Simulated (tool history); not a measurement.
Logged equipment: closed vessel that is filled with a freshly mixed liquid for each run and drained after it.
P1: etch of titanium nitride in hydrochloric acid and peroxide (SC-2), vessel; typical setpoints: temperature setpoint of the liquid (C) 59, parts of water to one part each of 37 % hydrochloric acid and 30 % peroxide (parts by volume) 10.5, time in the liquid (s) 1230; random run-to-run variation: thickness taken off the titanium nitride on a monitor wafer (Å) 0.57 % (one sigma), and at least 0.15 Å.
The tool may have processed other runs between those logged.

run   hour  temperature setpoint of the liquid (C)  parts of water to one part each of 37 % hydrochloric acid and 30 % peroxide (parts by volume)  time in the liquid (s)  thickness taken off the titanium nitride on a monitor wafer (Å)
  1    9.4                                      59                                                                                           10.5                    1230                                                           476.69
  2   23.6                                      72                                                                                           10.5                    1230                                                           1061.4
  3   35.3                                      59                                                                                           10.5                    1230                                                           481.86
  4   44.4                                      59                                                                                           10.5                    1230                                                           477.49
  5   54.2                                      59                                                                                           10.5                     220                                                           85.786
  6   67.8                                      59                                                                                           10.5                    1815                                                           710.47
  7   75.7                                      59                                                                                              4                    1230                                                           999.42
  8   84.5                                      44                                                                                           10.5                    1230                                                           179.39
  9   92.9                                      59                                                                                           10.5                    1230                                                           481.42
 10  102.8                                    51.5                                                                                           10.5                     670                                                           162.44
       103  -- new drum of peroxide connected
 11  116.1                                      59                                                                                             19                    1230                                                              286
 12  129.9                                      59                                                                                           10.5                    1230                                                           483.16
 13  138.6                                      59                                                                                           10.5                    1230                                                           486.09
 14  145.3                                      59                                                                                           10.5                    1230                                                           490.45
 15  155.4                                      59                                                                                           10.5                    1230                                                           496.35
 16  164.3                                      59                                                                                           10.5                    1230                                                           506.66
 17  176.6                                      59                                                                                           10.5                    1230                                                           504.91
 18    187                                      59                                                                                           10.5                    1230                                                           510.28
 19  195.6                                      59                                                                                           10.5                    1230                                                           516.04
 20  202.4                                      59                                                                                           10.5                    1230                                                           516.54
 21  215.3                                      59                                                                                           10.5                    1230                                                           522.56
 22  222.7                                      59                                                                                           10.5                    1230                                                           519.81

For run 23, what comes out?
 23   236                                      59                                                                                           10.5                    1230                                                                ?

Run 23 yielded thickness taken off the titanium nitride on a monitor wafer (Å) 513.38.
